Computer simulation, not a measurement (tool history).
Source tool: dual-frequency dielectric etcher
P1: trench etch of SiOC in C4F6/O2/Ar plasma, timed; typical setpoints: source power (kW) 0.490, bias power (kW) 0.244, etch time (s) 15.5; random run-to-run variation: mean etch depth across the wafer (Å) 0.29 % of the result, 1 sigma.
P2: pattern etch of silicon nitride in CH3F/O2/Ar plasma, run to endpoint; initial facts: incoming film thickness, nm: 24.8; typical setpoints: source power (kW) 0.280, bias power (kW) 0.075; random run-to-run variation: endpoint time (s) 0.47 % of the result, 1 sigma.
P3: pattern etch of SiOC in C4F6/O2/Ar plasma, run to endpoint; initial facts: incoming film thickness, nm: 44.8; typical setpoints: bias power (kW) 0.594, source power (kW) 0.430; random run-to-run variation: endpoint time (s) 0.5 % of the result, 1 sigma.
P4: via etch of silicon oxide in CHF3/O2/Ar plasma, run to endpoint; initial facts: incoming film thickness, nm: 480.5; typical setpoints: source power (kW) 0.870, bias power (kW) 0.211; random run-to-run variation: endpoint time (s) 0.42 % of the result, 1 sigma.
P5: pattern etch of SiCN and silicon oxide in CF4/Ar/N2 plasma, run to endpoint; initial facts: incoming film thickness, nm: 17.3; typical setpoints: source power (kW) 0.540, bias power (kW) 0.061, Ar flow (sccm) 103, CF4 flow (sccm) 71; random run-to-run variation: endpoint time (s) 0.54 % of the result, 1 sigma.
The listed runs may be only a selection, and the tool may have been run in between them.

run,hour,process that ran,source power (kW),bias power (kW),etch time (s),Ar flow (sccm),CF4 flow (sccm),hours since the last wet clean,hours since the last source power generator calibration,hours since the last bias power generator calibration,mean etch depth across the wafer (Å),endpoint time (s)
1,9.7,P1,0.490,0.244,15.5,,,87.6,2859.9,680.1,387.69,
2,22.3,P1,0.490,0.156,12.0,,,100.2,2872.5,692.7,259.41,
3,30.0,P1,0.490,0.244,15.5,,,107.9,2880.2,700.4,386.03,
4,38.0,P4,0.710,0.211,,,,115.9,2888.2,708.4,,213.840
5,47.1,P5,0.540,0.061,,103,49,125.0,2897.3,717.5,,19.380
6,59.8,P1,0.340,0.147,15.5,,,137.7,2910.0,730.2,283.98,
7,68.1,P1,0.490,0.244,9.5,,,146.0,2918.3,738.5,236.81,
8,79.5,P1,0.490,0.244,15.5,,,157.4,2929.7,749.9,385.69,
9,86.6,P5,0.540,0.061,,103,71,164.5,2936.8,757.0,,18.091
10,93.6,P1,0.490,0.244,15.5,,,171.5,2943.8,764.0,386.85,
11,101.6,P2,0.280,0.075,,,,179.5,2951.8,772.0,,41.748
12,111.6,P2,0.280,0.075,,,,189.5,2961.8,782.0,,41.748
13,121.2,P3,0.520,0.594,,,,199.1,2971.4,791.6,,13.071
14,129.7,P5,0.540,0.041,,103,71,207.6,2979.9,800.1,,20.461
15,139.7,P1,0.490,0.244,15.5,,,217.6,2989.9,810.1,385.51,
16,145.8,P5,0.650,0.061,,103,71,223.7,2996.0,816.2,,15.421
17,158.3,P4,0.870,0.211,,,,236.2,3008.5,828.7,,200.880
18,168.7,P1,0.490,0.244,15.5,,,246.6,3018.9,839.1,386.01,
19,180.8,P1,0.610,0.244,15.5,,,258.7,3031.0,851.2,420.21,
20,194.0,P4,0.870,0.130,,,,271.9,3044.2,864.4,,232.010
21,203.4,P3,0.430,0.594,,,,281.3,3053.6,873.8,,13.983
22,212.0,P1,0.390,0.244,15.5,,,289.9,3062.2,882.4,353.57,
# hour 213.7: wet clean of the chamber
23,220.5,P2,0.280,0.045,,,,6.8,3070.7,890.9,,49.847
24,229.5,P5,0.540,0.061,,103,71,15.8,3079.7,899.9,,17.978
25,239.4,P1,0.490,0.170,15.5,,,25.7,3089.6,909.8,342.72,
26,249.1,P1,0.490,0.244,20.0,,,35.4,3099.3,919.5,500.12,

The next listed run, before its measurement:
27,256.3,P2,0.380,0.075,,,,42.6,3106.5,926.7,,?

{"run 27": {"endpoint time (s)": 37.562}}
